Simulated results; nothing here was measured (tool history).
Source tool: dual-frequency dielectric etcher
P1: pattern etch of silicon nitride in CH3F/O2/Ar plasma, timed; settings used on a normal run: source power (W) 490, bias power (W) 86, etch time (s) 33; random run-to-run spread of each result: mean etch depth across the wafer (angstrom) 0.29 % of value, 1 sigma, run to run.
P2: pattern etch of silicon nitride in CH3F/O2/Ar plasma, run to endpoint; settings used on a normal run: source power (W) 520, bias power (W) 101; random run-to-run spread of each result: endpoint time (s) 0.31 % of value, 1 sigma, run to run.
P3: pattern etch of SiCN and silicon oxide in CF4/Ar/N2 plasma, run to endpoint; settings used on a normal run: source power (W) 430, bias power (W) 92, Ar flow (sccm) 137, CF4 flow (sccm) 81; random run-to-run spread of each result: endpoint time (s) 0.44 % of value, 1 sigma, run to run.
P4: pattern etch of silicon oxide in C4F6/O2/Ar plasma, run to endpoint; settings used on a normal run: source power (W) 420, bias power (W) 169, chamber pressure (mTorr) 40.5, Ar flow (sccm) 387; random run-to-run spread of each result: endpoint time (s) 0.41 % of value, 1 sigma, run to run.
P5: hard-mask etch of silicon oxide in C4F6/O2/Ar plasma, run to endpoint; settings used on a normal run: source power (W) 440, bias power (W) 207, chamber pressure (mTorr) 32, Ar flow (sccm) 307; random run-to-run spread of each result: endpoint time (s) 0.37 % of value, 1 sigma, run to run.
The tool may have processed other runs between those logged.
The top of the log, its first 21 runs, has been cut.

run,hour,process that ran,source power (W),bias power (W),etch time (s),chamber pressure (mTorr),Ar flow (sccm),CF4 flow (sccm),mean etch depth across the wafer (angstrom),endpoint time (s)
22,131.9,P2,340,101,,,,,,41.504
23,138.4,P3,430,92,,,137,81,,18.903
24,146.3,P4,420,110,,40.5,387,,,11.67
25,153,P1,490,86,41,,,,324.44,
26,157.5,P3,550,92,,,137,81,,15.209
27,161.9,P5,440,207,,32,420,,,60.438
28,168.5,P2,520,101,,,,,,35.352
29,174.4,P1,660,56,33,,,,252.97,
30,179.9,P1,490,86,33,,,,259.45,
31,186.4,P1,490,49,33,,,,215.92,
32,193.7,P5,260,207,,32,307,,,71.412
33,200.3,P4,420,169,,40.5,387,,,10.309
34,204.8,P2,520,135,,,,,,31.913
35,211.1,P1,490,86,33,,,,260.75,
36,215.8,P1,490,86,33,,,,263.2,
37,220,P1,490,86,33,,,,262.52,
38,224.9,P1,490,86,33,,,,263.81,
# hour 225.1: wet clean of the chamber
39,228.6,P1,490,86,33,,,,264.59,
40,235.2,P1,490,86,33,,,,264.26,
41,243.3,P1,490,86,33,,,,262.84,

Predict the results of run 42:
42,248.2,P1,490,86,33,,,,?,

{"run 42": {"mean etch depth across the wafer (angstrom)": 265.11}}
